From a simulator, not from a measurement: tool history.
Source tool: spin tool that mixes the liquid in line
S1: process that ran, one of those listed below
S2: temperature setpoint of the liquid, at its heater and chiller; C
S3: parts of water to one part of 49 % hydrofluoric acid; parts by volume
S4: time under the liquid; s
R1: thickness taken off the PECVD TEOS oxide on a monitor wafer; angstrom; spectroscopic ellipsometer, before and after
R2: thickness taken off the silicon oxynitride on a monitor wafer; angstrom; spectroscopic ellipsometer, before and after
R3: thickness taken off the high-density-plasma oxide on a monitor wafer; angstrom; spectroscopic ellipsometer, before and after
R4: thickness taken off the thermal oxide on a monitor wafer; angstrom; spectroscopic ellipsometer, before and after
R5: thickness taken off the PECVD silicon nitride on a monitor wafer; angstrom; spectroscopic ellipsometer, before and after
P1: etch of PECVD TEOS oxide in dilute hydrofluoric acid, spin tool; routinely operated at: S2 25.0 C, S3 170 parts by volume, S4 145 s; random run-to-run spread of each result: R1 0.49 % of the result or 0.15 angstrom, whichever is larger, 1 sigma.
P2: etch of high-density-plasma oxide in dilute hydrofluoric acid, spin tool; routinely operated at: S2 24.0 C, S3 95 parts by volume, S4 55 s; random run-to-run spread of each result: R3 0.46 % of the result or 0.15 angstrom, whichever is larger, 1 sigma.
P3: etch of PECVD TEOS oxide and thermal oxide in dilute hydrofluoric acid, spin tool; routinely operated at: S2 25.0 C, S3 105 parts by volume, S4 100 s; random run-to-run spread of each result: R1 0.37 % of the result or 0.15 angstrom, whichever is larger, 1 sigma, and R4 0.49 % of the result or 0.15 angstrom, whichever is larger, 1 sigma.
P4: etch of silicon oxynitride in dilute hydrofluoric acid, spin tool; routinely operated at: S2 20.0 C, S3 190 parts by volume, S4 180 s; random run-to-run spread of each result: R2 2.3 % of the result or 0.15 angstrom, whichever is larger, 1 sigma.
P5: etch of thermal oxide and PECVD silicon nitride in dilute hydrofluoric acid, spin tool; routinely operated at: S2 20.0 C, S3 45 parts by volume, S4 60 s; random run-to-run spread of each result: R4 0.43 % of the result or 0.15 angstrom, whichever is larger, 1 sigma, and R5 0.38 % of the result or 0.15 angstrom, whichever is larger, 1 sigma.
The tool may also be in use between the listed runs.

run,hour,S1,S2,S3,S4,R1,R2,R3,R4,R5
1,3.4,P1,25.0,170,145,87.618,,,,
2,6.9,P1,25.0,170,145,86.933,,,,
3,12.5,P4,20.0,190,350,,21.243,,,
4,17.0,P2,24.0,95,80,,,67.721,,
5,22.2,P1,29.5,170,145,102.700,,,,
6,24.9,P3,17.0,105,100,106.170,,,33.055,
7,30.2,P2,30.5,95,55,,,60.228,,
8,35.1,P1,25.0,170,250,149.710,,,,
9,38.1,P4,20.0,45,180,,50.374,,,
10,43.6,P1,25.0,170,35,21.159,,,,
11,46.3,P4,24.5,190,180,,12.461,,,
12,50.6,P5,20.0,45,15,,,,14.126,13.376
13,53.8,P1,18.5,170,50,23.268,,,,
14,59.5,P5,20.0,45,60,,,,56.064,53.157
15,64.0,P1,25.0,300,145,42.759,,,,
16,67.9,P3,25.0,105,100,146.710,,,46.225,
17,71.7,P1,25.0,170,145,86.727,,,,
18,74.4,P1,25.0,100,145,159.880,,,,
19,78.6,P3,25.0,30,100,570.150,,,176.150,
20,82.7,P1,25.0,170,145,86.981,,,,
21,87.9,P1,25.0,170,145,86.981,,,,
22,90.8,P5,24.5,45,60,,,,67.573,72.907
23,94.7,P3,25.0,105,25,36.479,,,11.545,
24,97.3,P4,20.0,190,180,,10.666,,,
25,102.8,P1,17.5,170,145,64.700,,,,
26,108.6,P2,24.0,95,55,,,46.487,,
# hour 111.0: thermometer replaced
27,114.1,P3,25.0,105,100,148.050,,,45.797,
28,118.4,P2,24.0,165,55,,,24.777,,
29,122.6,P5,20.0,60,60,,,,41.533,40.399
30,126.7,P1,25.0,170,145,87.486,,,,
31,131.1,P1,25.0,170,145,89.500,,,,
32,136.5,P1,25.0,170,145,90.884,,,,
33,139.9,P1,25.0,170,145,91.213,,,,
34,143.8,P1,25.0,170,145,91.525,,,,
35,149.0,P1,25.0,170,145,92.590,,,,
36,151.5,P1,25.0,170,145,92.340,,,,
37,155.5,P1,25.0,170,145,92.497,,,,
38,158.2,P1,25.0,170,145,92.957,,,,
39,162.2,P1,25.0,170,145,93.467,,,,

What P1 gives has crept off from where it sat before. The 2 causes that follow fit the log equally well, each at the size noted:
A: liquid hotter than its thermometer reads (K) = 1.78
B: hydrofluoric acid flow above the setpoint (%) = 5.68
Creep in the process output first set in at about hour 126.7.

Listed below are the offered check runs, one wafer per run, with question marks in place of results. For which of them would the causes give clearly different outcomes?
check 1,166.2,P2,24.0,95,55,,,?,,
check 2,166.2,P3,25.0,105,100,?,,,?,
check 3,166.2,P5,20.0,45,60,,,,?,?
check 4,166.2,P4,20.0,190,180,,?,,,

Expected result of each check under each candidate cause:
check,result,if A,if B
check 1,R3,49.924,49.498
check 2,R1,157.650,156.590
check 2,R4,49.247,48.915
check 3,R4,60.751,59.718
check 3,R5,60.274,56.228
check 4,R2,11.442,11.211
Gap, in per cent, between the two causes that each check separates least, read from the result that separates them most: check 1 0.86 %; check 2 0.68 %; check 3 6.95 %; check 4 2.03 %
The causes can be told apart only by check 3. The other checks would give nearly the same results under each of them.

Here is what check 3 returned: R4 59.662 angstrom; R5 56.030 angstrom. Which cause is it?

The correct cause is B, namely: hydrofluoric acid flow above the setpoint (%).

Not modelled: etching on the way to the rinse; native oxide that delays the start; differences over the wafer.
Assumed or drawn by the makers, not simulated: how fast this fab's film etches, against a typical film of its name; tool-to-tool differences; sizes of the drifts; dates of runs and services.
